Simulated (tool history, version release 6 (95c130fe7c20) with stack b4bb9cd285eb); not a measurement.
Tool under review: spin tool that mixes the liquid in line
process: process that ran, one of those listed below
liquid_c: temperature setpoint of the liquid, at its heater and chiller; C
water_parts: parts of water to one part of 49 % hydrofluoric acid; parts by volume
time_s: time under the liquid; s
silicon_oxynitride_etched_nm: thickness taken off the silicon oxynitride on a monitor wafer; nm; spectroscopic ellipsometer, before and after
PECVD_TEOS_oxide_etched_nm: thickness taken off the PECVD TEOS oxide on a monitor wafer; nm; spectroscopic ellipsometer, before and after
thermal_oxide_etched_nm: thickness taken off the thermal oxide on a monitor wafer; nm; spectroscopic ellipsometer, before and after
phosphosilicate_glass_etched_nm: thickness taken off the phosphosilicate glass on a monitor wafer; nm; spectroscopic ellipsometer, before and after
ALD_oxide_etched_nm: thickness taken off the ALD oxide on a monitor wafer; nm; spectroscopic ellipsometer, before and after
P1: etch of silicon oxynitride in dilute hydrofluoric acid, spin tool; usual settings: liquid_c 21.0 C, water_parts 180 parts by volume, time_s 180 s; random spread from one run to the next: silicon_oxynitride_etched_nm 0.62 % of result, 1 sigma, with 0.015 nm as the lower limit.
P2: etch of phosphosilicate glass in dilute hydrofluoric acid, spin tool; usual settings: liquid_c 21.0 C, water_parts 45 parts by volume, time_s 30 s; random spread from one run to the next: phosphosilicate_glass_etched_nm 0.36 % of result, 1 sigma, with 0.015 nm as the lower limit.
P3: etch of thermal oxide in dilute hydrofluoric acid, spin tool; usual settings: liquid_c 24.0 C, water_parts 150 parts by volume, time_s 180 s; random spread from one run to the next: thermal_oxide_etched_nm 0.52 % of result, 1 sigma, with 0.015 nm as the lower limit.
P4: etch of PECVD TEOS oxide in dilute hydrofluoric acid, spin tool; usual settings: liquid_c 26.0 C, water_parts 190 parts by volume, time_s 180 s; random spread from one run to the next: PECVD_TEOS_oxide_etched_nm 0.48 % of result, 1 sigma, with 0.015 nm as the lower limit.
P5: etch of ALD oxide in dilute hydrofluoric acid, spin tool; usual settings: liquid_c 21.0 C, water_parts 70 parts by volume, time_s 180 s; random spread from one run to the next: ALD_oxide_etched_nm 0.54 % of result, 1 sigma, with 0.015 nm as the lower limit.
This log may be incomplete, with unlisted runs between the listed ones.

run   hour  process  liquid_c  water_parts  time_s  hours since the thermometer was replaced  hours since the hydrofluoric acid flow meter was replaced  silicon_oxynitride_etched_nm  PECVD_TEOS_oxide_etched_nm  thermal_oxide_etched_nm  phosphosilicate_glass_etched_nm  ALD_oxide_etched_nm
  1    7.1       P1      21.0          180     180                                     222.0                                                      277.8                       4.01820
  2   20.0       P1      28.5          180     180                                     234.9                                                      290.7                       5.55700
  3   28.3       P1      21.0          180     180                                     243.2                                                      299.0                       3.93210
  4   38.5       P1      21.0          180      15                                     253.4                                                      309.2                       0.34046
  5   50.4       P4      21.0          190     180                                     265.3                                                      321.1                                                    6.6169
  6   60.7       P3      24.0          150     180                                     275.6                                                      331.4                                                                             5.3207
  7   69.5       P1      21.0          180     180                                     284.4                                                      340.2                       3.94760
  8   80.2       P4      26.0          190     360                                     295.1                                                      350.9                                                   15.8850
  9   91.2       P2      25.0           45      30                                     306.1                                                      361.9                                                                                                              121.94
 10  102.7       P2      21.0           45      30                                     317.6                                                      373.4                                                                                                              103.81
 11  111.3       P5      21.0           70      15                                     326.2                                                      382.0                                                                                                                                   1.8381
 12  125.0       P1      21.0          270      45                                     339.9                                                      395.7                       0.65144
 13  135.5       P3      24.0           25     180                                     350.4                                                      406.2                                                                            37.4610
 14  145.3       P1      21.0           60     180                                     360.2                                                      416.0                      12.93100
 15  157.5       P4      26.0          190     180                                     372.4                                                      428.2                                                    7.9630
 16  172.1       P1      21.0          180     180                                     387.0                                                      442.8                       3.92620
 17  181.1       P3      24.0          150     360                                     396.0                                                      451.8                                                                            10.6860
 18  188.0       P4      26.0          325     180                                     402.9                                                      458.7                                                    4.0214
 19  201.8       P4      26.0          190     180                                     416.7                                                      472.5                                                    7.9621
 20  210.0       P5      17.0           70     180                                     424.9                                                      480.7                                                                                                                                  18.2500
 21  223.6       P5      21.0           70     180                                     438.5                                                      494.3                                                                                                                                  21.5930
 22  237.7       P5      21.0          120     180                                     452.6                                                      508.4                                                                                                                                  11.9830
 23  250.4       P1      21.0          285     180                                     465.3                                                      521.1                       2.36200
 24  261.0       P2      21.0           45      50                                     475.9                                                      531.7                                                                                                              171.52
 25  271.4       P1      17.0          180     180                                     486.3                                                      542.1                       3.26310
 26  285.3       P2      21.0           20      30                                     500.2                                                      556.0                                                                                                              239.84
 27  299.7       P3      28.0          150     180                                     514.6                                                      570.4                                                                             6.1707
 28  312.0       P3      24.0          150     180                                     526.9                                                      582.7                                                                             5.3052
 29  324.1       P1      21.0          180     285                                     539.0                                                      594.8                       6.39790
 30  331.3       P5      21.0           70     180                                     546.2                                                      602.0                                                                                                                                  21.8330
 31  342.0       P2      21.0           45      30                                     556.9                                                      612.7                                                                                                              103.74
 32  351.3       P1      21.0          180     180                                     566.2                                                      622.0                       3.91890
 33  359.4       P1      21.0          180     180                                     574.3                                                      630.1                       4.16270
 34  373.2       P1      21.0          180     180                                     588.1                                                      643.9                       4.28170
 35  384.7       P1      21.0          180     180                                     599.6                                                      655.4                       4.41550
 36  391.4       P1      21.0          180     180                                     606.3                                                      662.1                       4.41090
 37  404.1       P1      21.0          180     180                                     619.0                                                      674.8                       4.41060
 38  413.1       P1      21.0          180     180                                     628.0                                                      683.8                       4.47650

Compared with where it was, what P1 gives has crept away. Each cause listed below fits the log as well as the rest, at the size given for it:
A: liquid hotter than its thermometer reads (K) = 2.25
B: hydrofluoric acid flow above the setpoint (%) = 9.67
The process output started creeping at around hour 351.3.

Of the 4 check runs listed below, each run on one wafer and each result written as a question mark, which would let you distinguish the listed causes because they would give clearly different results?
check 1  422.1       P2      21.0           20      45                                                                                                                                                                                                                        ?
check 2  422.1       P4      26.0          255     270                                                                                                                                                              ?
check 3  422.1       P3      24.0           50     310                                                                                                                                                                                       ?
check 4  422.1       P5      17.0           70     180                                                                                                                                                                                                                                             ?

What each check would give under each cause:
  check                           result     if A     if B
check 1  phosphosilicate_glass_etched_nm   395.38   394.60
check 2       PECVD_TEOS_oxide_etched_nm   8.9252   9.2806
check 3          thermal_oxide_etched_nm  34.1110  34.3310
check 4              ALD_oxide_etched_nm  20.1910  20.2570
Separation of the two closest causes in each check, using whichever result separates them best: check 1 0.2 %; check 2 3.9 %; check 3 0.64 %; check 4 0.33 %
Only check 2 tells the causes apart: in the others they would give nearly the same result.

After running check 2, the following was obtained: PECVD_TEOS_oxide_etched_nm 8.9420 nm. Which cause does this point to?

A is the cause: liquid hotter than its thermometer reads (K).
